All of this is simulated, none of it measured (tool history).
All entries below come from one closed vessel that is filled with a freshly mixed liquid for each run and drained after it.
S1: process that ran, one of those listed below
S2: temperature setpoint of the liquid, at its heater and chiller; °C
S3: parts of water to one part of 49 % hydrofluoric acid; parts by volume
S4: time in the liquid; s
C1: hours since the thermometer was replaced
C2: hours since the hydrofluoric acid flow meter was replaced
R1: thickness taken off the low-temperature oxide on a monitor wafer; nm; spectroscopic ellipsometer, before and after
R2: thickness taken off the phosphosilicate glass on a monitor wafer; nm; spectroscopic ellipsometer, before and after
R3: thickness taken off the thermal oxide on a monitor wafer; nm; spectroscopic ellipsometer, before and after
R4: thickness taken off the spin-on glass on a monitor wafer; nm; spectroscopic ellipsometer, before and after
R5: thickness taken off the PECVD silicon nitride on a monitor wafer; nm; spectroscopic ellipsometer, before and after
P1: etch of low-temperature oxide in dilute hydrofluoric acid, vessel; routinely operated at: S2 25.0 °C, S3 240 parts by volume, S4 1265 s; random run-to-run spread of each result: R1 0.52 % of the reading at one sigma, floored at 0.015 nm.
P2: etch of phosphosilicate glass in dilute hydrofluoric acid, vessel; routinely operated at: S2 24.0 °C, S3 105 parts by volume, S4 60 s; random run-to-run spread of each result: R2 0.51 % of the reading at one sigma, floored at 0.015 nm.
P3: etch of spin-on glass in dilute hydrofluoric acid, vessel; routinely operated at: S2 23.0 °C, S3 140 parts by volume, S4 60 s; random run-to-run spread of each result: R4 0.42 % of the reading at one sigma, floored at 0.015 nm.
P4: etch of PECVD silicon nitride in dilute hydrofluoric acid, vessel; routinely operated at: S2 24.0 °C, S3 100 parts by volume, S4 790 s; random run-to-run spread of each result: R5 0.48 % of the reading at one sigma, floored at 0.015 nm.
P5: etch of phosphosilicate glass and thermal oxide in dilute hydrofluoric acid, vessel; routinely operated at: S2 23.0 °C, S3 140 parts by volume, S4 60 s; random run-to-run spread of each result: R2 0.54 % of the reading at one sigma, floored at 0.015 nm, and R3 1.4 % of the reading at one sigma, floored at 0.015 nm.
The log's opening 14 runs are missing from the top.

run,hour,S1,S2,S3,S4,C1,C2,R1,R2,R3,R4,R5
15,218.1,P5,23.0,140,60,527.3,855.2,,24.409,1.80860,,
16,228.2,P2,24.0,105,60,537.4,865.3,,68.939,,,
17,237.0,P1,25.0,410,1265,546.2,874.1,26.429,,,,
18,249.3,P4,32.0,100,790,558.5,886.4,,,,,74.243
19,267.0,P3,23.0,140,60,576.2,904.1,,,,18.350,
20,279.5,P2,24.0,105,60,588.7,916.6,,69.156,,,
21,290.7,P4,24.0,100,1560,599.9,927.8,,,,,87.891
22,302.7,P1,25.0,240,1265,611.9,939.8,53.776,,,,
23,321.3,P1,31.5,240,1265,630.5,958.4,66.522,,,,
24,335.9,P1,25.0,240,1265,645.1,973.0,52.930,,,,
25,355.4,P1,25.0,240,1265,664.6,992.5,53.476,,,,
26,367.8,P5,23.0,230,60,677.0,1004.9,,13.487,1.02430,,
27,386.9,P1,20.0,240,1265,696.1,1024.0,44.564,,,,
28,396.1,P1,25.0,70,1265,705.3,1033.2,221.000,,,,
29,409.5,P2,24.0,175,60,718.7,1046.6,,38.062,,,
30,428.2,P4,24.0,185,790,737.4,1065.3,,,,,24.311
31,445.0,P4,24.0,100,790,754.2,1082.1,,,,,44.827
32,459.2,P1,25.0,240,1265,768.4,1096.3,53.441,,,,
33,472.2,P1,25.0,240,1265,781.4,1109.3,55.035,,,,
34,481.6,P1,25.0,240,1265,790.8,1118.7,55.768,,,,
35,494.0,P1,25.0,240,1265,803.2,1131.1,56.162,,,,

What does the tool deliver on the next run?
36,511.2,P1,25.0,240,1265,820.4,1148.3,?,,,,

Run 36 produced R1 57.091 nm.
